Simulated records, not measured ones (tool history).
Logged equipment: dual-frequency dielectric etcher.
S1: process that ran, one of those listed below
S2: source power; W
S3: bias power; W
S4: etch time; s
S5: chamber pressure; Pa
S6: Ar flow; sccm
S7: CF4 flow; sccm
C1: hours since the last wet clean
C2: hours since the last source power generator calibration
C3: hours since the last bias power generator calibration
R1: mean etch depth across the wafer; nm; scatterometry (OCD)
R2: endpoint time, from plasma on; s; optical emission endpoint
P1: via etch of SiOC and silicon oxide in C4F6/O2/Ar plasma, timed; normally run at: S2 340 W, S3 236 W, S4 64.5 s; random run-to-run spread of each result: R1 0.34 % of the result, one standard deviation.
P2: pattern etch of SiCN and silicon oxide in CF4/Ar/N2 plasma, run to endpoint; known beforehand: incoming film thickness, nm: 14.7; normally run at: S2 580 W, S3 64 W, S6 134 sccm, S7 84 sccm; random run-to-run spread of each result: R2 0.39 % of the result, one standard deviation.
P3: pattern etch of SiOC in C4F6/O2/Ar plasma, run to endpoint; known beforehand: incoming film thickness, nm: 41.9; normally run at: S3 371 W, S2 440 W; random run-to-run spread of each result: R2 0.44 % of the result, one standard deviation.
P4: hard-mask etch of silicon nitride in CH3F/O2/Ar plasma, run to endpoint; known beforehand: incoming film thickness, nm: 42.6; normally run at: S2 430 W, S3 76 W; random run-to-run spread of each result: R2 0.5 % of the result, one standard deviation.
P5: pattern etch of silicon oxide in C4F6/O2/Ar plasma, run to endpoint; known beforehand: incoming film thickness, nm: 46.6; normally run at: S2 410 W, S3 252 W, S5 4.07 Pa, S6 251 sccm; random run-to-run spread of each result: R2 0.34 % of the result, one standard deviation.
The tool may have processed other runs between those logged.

run	hour	S1	S2	S3	S4	S5	S6	S7	C1	C2	C3	R1	R2
1	12.4	P1	340	236	64.5				141.0	839.2	760.4	74.290	
2	22.9	P1	340	236	50.0				151.5	849.7	770.9	57.714	
3	34.9	P5	410	252		4.93	251		163.5	861.7	782.9		13.994
4	44.7	P5	340	252		4.07	251		173.3	871.5	792.7		14.698
5	52.7	P1	340	236	64.5				181.3	879.5	800.7	74.175	
6	64.6	P4	430	76					193.2	891.4	812.6		59.130
7	75.7	P2	800	64			134	84	204.3	902.5	823.7		10.636
8	85.8	P2	580	83			134	84	214.4	912.6	833.8		12.983
9	95.4	P3	440	371					224.0	922.2	843.4		15.676
10	107.5	P1	340	168	64.5				236.1	934.3	855.5	66.294	
11	119.7	P4	590	76					248.3	946.5	867.7		53.164
12	130.7	P1	340	236	64.5				259.3	957.5	878.7	74.209	
13	138.6	P1	450	236	35.5				267.2	965.4	886.6	45.890	
14	149.4	P1	240	236	64.5				278.0	976.2	897.4	64.993	
15	157.5	P1	340	298	64.5				286.1	984.3	905.5	80.671	
16	165.1	P1	340	236	64.5				293.7	991.9	913.1	74.310	
17	173.0	P3	440	371					301.6	999.8	921.0		15.627
18	184.2	P2	580	64			178	84	312.8	1011.0	932.2		14.773
19	198.2	P5	410	252		4.07	251		326.8	1025.0	946.2		13.627
20	210.0	P5	410	150		4.07	251		338.6	1036.8	958.0		16.041
21	218.2	P2	580	64			134	58	346.8	1045.0	966.2		15.088
22	228.7	P1	340	236	64.5				357.3	1055.5	976.7	74.526	
23	242.9	P3	620	371					371.5	1069.7	990.9		13.709
24	252.6	P4	430	47					381.2	1079.4	1000.6		70.278
25	266.0	P1	470	236	64.5				394.6	1092.8	1014.0	84.455	
26	272.3	P5	410	252		4.07	305		400.9	1099.1	1020.3		13.925
27	279.7	P1	340	236	64.5				408.3	1106.5	1027.7	74.713	
28	286.2	P2	580	64			134	84	414.8	1113.0	1034.2		14.219
29	299.4	P1	340	236	97.0				428.0	1126.2	1047.4	111.630	
30	311.4	P3	440	292					440.0	1138.2	1059.4		16.762
31	320.1	P1	340	236	64.5				448.7	1146.9	1068.1	74.252	
32	329.7	P1	340	236	64.5				458.3	1156.5	1077.7	74.351	
33	337.2	P1	340	236	64.5				465.8	1164.0	1085.2	73.716	
34	344.5	P1	340	236	64.5				473.1	1171.3	1092.5	73.742	
35	358.8	P1	340	236	64.5				487.4	1185.6	1106.8	73.232	
36	370.2	P1	340	236	64.5				498.8	1197.0	1118.2	73.232	
37	379.6	P1	340	236	64.5				508.2	1206.4	1127.6	73.511	
# hour 385.9: wet clean of the chamber
38	390.7	P1	340	236	64.5				4.8	1217.5	1138.7	72.997	
39	397.9	P1	340	236	64.5				12.0	1224.7	1145.9	73.035	
40	408.8	P1	340	236	64.5				22.9	1235.6	1156.8	73.005	
41	421.0	P1	340	236	64.5				35.1	1247.8	1169.0	72.971	
42	434.2	P1	340	236	64.5				48.3	1261.0	1182.2	73.209	

The log shows P1 creeping away from where it was. Any of the 2 causes listed here, at the size stated for it, fits the log just as well as the others:
A: bias power that arrives under what is set, % = 4.86
B: source power that arrives under what is set, % = 4.38
The process output started creeping at around hour 320.1.
Every other cause this tool's parts could produce, and why it does not fit the log:
chamber walls in a state that lowers the etch rate, %: serviced at hour 385.9, after the drift had started, without restoring the earlier output

Which of the check runs below tells the causes apart, meaning the causes would give it clearly different results? Each run uses 2 wafers whose results are averaged, and each result is shown as a question mark.
check 1	447.4	P3	580	371									?
check 2	447.4	P4	590	55									?
check 3	447.4	P5	410	161		4.07	251						?
check 4	447.4	P2	760	75			134	84					?

Check results expected under each cause:
check	result	if A	if B
check 1	R2	14.272	14.266
check 2	R2	59.550	59.679
check 3	R2	15.960	15.998
check 4	R2	10.778	11.030
Gap, in per cent, between the two causes that each check separates least, read from the result that separates them most: check 1 0.04 %; check 2 0.22 %; check 3 0.23 %; check 4 2.31 %
The causes can be told apart only by check 4. The other checks would give nearly the same results under each of them.

Here is what check 4 returned: R2 11.052 s. Which cause is it?

It is B: source power that arrives under what is set, %.

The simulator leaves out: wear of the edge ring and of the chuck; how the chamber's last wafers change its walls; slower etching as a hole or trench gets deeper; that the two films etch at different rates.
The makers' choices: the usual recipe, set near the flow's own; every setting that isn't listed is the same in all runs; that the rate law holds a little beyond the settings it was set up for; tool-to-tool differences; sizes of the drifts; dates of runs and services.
